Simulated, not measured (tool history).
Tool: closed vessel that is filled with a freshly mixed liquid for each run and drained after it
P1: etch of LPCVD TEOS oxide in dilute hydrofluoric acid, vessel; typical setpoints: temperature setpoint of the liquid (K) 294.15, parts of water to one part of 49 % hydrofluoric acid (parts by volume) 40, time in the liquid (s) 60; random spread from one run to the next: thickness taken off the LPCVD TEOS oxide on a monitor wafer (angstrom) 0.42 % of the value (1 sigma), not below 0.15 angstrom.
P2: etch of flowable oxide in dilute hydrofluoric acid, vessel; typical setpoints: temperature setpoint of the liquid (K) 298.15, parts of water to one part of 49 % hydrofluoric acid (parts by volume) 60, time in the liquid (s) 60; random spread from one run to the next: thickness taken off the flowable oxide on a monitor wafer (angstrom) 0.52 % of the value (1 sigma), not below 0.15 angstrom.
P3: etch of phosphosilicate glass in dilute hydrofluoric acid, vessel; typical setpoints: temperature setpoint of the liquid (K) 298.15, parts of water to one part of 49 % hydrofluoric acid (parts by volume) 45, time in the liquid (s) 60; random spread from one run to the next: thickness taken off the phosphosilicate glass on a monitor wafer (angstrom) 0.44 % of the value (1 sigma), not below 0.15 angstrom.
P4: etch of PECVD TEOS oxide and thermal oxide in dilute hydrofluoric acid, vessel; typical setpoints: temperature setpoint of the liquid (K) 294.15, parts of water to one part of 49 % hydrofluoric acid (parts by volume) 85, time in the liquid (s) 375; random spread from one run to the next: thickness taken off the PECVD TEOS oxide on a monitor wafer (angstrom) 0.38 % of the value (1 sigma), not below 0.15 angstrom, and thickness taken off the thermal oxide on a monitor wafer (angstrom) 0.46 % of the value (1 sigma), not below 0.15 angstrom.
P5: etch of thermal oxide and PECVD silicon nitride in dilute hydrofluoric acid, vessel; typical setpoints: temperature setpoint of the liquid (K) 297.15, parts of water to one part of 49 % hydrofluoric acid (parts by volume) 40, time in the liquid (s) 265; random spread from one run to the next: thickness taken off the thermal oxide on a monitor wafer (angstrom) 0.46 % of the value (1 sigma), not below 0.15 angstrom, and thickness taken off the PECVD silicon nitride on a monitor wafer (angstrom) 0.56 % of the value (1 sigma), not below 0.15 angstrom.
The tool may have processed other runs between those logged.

| run | hour | process that ran | temperature setpoint of the liquid (K) | parts of water to one part of 49 % hydrofluoric acid (parts by volume) | time in the liquid (s) | hours since the thermometer was replaced | hours since the hydrofluoric acid flow meter was replaced | thickness taken off the LPCVD TEOS oxide on a monitor wafer (angstrom) | thickness taken off the flowable oxide on a monitor wafer (angstrom) | thickness taken off the thermal oxide on a monitor wafer (angstrom) | thickness taken off the PECVD silicon nitride on a monitor wafer (angstrom) | thickness taken off the phosphosilicate glass on a monitor wafer (angstrom) | thickness taken off the PECVD TEOS oxide on a monitor wafer (angstrom) |
|---|---|---|---|---|---|---|---|---|---|---|---|---|---|
| 1 | 2.3 | P1 | 294.15 | 40 | 60 | 623.2 | 1040.1 | 783.82 |  |  |  |  |  |
| 2 | 4.8 | P2 | 298.15 | 60 | 30 | 625.7 | 1042.6 |  | 209.97 |  |  |  |  |
| 3 | 8.9 | P1 | 294.15 | 40 | 30 | 629.8 | 1046.7 | 390.79 |  |  |  |  |  |
| 4 | 12.6 | P1 | 294.15 | 20 | 60 | 633.5 | 1050.4 | 1607.30 |  |  |  |  |  |
| 5 | 15.4 | P1 | 294.15 | 55 | 30 | 636.3 | 1053.2 | 278.13 |  |  |  |  |  |
| 6 | 18.9 | P5 | 293.15 | 40 | 265 | 639.8 | 1056.7 |  |  | 286.070 | 83.343 |  |  |
| 7 | 23.1 | P1 | 299.65 | 40 | 60 | 644.0 | 1060.9 | 988.74 |  |  |  |  |  |
| 8 | 25.3 | P5 | 297.15 | 20 | 265 | 646.2 | 1063.1 |  |  | 694.110 | 212.570 |  |  |
| 9 | 29.4 | P3 | 298.15 | 45 | 60 | 650.3 | 1067.2 |  |  |  |  | 1097.90 |  |
| 10 | 31.5 | P5 | 297.15 | 40 | 30 | 652.4 | 1069.3 |  |  | 38.483 | 12.700 |  |  |
| 11 | 35.8 | P1 | 294.15 | 40 | 60 | 656.7 | 1073.6 | 786.54 |  |  |  |  |  |
| 12 | 39.7 | P1 | 294.15 | 40 | 60 | 660.6 | 1077.5 | 786.40 |  |  |  |  |  |
| 13 | 43.4 | P4 | 294.15 | 85 | 30 | 664.3 | 1081.2 |  |  | 14.158 |  |  | 30.194 |
| 14 | 46.5 | P1 | 294.15 | 65 | 60 | 667.4 | 1084.3 | 465.91 |  |  |  |  |  |
| 15 | 48.4 | P5 | 297.15 | 40 | 265 | 669.3 | 1086.2 |  |  | 337.180 | 110.290 |  |  |
| 16 | 52.2 | P2 | 298.15 | 60 | 60 | 673.1 | 1090.0 |  | 418.55 |  |  |  |  |
| 17 | 55.0 | P1 | 300.65 | 40 | 30 | 675.9 | 1092.8 | 512.81 |  |  |  |  |  |
|  | 56.7 | thermometer replaced |
| 18 | 57.0 | P2 | 306.15 | 60 | 60 | 0.3 | 1094.8 |  | 573.30 |  |  |  |  |
| 19 | 60.6 | P1 | 294.15 | 40 | 60 | 3.9 | 1098.4 | 784.87 |  |  |  |  |  |
| 20 | 62.7 | P1 | 294.15 | 40 | 95 | 6.0 | 1100.5 | 1244.90 |  |  |  |  |  |
| 21 | 65.8 | P3 | 298.15 | 60 | 60 | 9.1 | 1103.6 |  |  |  |  | 805.50 |  |
| 22 | 68.5 | P2 | 298.15 | 60 | 60 | 11.8 | 1106.3 |  | 421.92 |  |  |  |  |
| 23 | 72.1 | P3 | 298.15 | 45 | 30 | 15.4 | 1109.9 |  |  |  |  | 547.37 |  |
| 24 | 75.7 | P1 | 294.15 | 40 | 60 | 19.0 | 1113.5 | 781.21 |  |  |  |  |  |
| 25 | 79.0 | P1 | 294.15 | 55 | 105 | 22.3 | 1116.8 | 980.09 |  |  |  |  |  |
| 26 | 81.6 | P1 | 290.15 | 40 | 60 | 24.9 | 1119.4 | 659.76 |  |  |  |  |  |
| 27 | 85.9 | P4 | 302.15 | 85 | 375 | 29.2 | 1123.7 |  |  | 244.440 |  |  | 518.190 |
| 28 | 88.7 | P3 | 302.15 | 45 | 60 | 32.0 | 1126.5 |  |  |  |  | 1293.00 |  |
| 29 | 91.8 | P2 | 298.15 | 105 | 60 | 35.1 | 1129.6 |  | 227.68 |  |  |  |  |
| 30 | 96.0 | P4 | 294.15 | 85 | 375 | 39.3 | 1133.8 |  |  | 178.600 |  |  | 379.660 |
| 31 | 97.9 | P1 | 294.15 | 40 | 60 | 41.2 | 1135.7 | 785.57 |  |  |  |  |  |
| 32 | 99.8 | P4 | 294.15 | 120 | 375 | 43.1 | 1137.6 |  |  | 121.590 |  |  | 259.640 |
| 33 | 103.4 | P1 | 294.15 | 40 | 60 | 46.7 | 1141.2 | 788.74 |  |  |  |  |  |
| 34 | 106.4 | P5 | 297.15 | 40 | 265 | 49.7 | 1144.2 |  |  | 336.320 | 109.750 |  |  |
| 35 | 109.1 | P1 | 294.15 | 40 | 60 | 52.4 | 1146.9 | 786.08 |  |  |  |  |  |
| 36 | 111.5 | P1 | 294.15 | 40 | 60 | 54.8 | 1149.3 | 752.59 |  |  |  |  |  |
| 37 | 115.2 | P1 | 294.15 | 40 | 60 | 58.5 | 1153.0 | 734.12 |  |  |  |  |  |
| 38 | 119.0 | P1 | 294.15 | 40 | 60 | 62.3 | 1156.8 | 727.55 |  |  |  |  |  |
| 39 | 122.4 | P1 | 294.15 | 40 | 60 | 65.7 | 1160.2 | 716.22 |  |  |  |  |  |
| 40 | 124.8 | P1 | 294.15 | 40 | 60 | 68.1 | 1162.6 | 718.38 |  |  |  |  |  |

Run 41 is up next; what results do you expect?
| 41 | 128.6 | P1 | 294.15 | 40 | 60 | 71.9 | 1166.4 | ? |  |  |  |  |  |

{"run 41": {"thickness taken off the LPCVD TEOS oxide on a monitor wafer (angstrom)": 715.33}}
